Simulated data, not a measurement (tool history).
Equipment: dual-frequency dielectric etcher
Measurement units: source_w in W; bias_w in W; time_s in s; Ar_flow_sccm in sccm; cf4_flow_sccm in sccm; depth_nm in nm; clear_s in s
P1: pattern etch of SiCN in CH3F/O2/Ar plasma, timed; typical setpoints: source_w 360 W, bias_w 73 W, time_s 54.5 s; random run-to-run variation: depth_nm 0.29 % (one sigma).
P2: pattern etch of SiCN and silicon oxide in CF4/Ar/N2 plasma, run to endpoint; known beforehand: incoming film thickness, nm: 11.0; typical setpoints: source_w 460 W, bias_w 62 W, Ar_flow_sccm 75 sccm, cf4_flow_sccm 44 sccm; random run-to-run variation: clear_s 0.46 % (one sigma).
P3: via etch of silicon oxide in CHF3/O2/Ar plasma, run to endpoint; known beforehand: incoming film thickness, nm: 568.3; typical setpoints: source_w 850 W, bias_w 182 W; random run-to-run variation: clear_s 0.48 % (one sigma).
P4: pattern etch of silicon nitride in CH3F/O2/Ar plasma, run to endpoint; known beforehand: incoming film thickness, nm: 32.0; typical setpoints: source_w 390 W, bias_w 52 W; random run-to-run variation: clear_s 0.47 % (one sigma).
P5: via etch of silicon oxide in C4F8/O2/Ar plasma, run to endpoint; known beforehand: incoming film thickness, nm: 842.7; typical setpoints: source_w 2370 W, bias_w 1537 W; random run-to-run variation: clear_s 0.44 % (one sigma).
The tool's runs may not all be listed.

run 1 hour=3.0 | process=P1 source_w=360 bias_w=73 time_s=54.5 | depth_nm=19.565
run 2 hour=6.8 | process=P1 source_w=450 bias_w=73 time_s=54.5 | depth_nm=21.266
run 3 hour=9.5 | process=P1 source_w=360 bias_w=73 time_s=70.0 | depth_nm=25.067
run 4 hour=13.0 | process=P1 source_w=360 bias_w=50 time_s=54.5 | depth_nm=17.142
run 5 hour=16.5 | process=P1 source_w=360 bias_w=73 time_s=54.5 | depth_nm=19.483
run 6 hour=21.0 | process=P1 source_w=360 bias_w=73 time_s=35.0 | depth_nm=12.512
run 7 hour=23.8 | process=P1 source_w=260 bias_w=73 time_s=54.5 | depth_nm=17.316
run 8 hour=28.4 | process=P3 source_w=850 bias_w=182 | clear_s=250.870
run 9 hour=33.1 | process=P5 source_w=2370 bias_w=1952 | clear_s=152.650
run 10 hour=38.0 | process=P4 source_w=390 bias_w=52 | clear_s=51.805
run 11 hour=41.6 | process=P4 source_w=390 bias_w=66 | clear_s=47.758
run 12 hour=45.3 | process=P1 source_w=360 bias_w=93 time_s=78.0 | depth_nm=30.641
run 13 hour=49.2 | process=P1 source_w=360 bias_w=92 time_s=78.0 | depth_nm=30.370
run 14 hour=52.6 | process=P5 source_w=2370 bias_w=1537 | clear_s=164.380
run 15 hour=58.1 | process=P2 source_w=460 bias_w=62 Ar_flow_sccm=75 cf4_flow_sccm=62 | clear_s=12.661
run 16 hour=63.5 | process=P2 source_w=460 bias_w=62 Ar_flow_sccm=75 cf4_flow_sccm=44 | clear_s=13.303
run 17 hour=69.0 | process=P3 source_w=1020 bias_w=182 | clear_s=233.920
run 18 hour=72.1 | process=P2 source_w=460 bias_w=81 Ar_flow_sccm=75 cf4_flow_sccm=44 | clear_s=12.113
run 19 hour=76.2 | process=P1 source_w=360 bias_w=73 time_s=54.5 | depth_nm=19.492

Run 20, settings as shown, results not yet in. Your forecast:
run 20 hour=80.4 | process=P1 source_w=360 bias_w=73 time_s=54.5 | depth_nm=?

{"run 20": {"depth_nm": 19.465}}

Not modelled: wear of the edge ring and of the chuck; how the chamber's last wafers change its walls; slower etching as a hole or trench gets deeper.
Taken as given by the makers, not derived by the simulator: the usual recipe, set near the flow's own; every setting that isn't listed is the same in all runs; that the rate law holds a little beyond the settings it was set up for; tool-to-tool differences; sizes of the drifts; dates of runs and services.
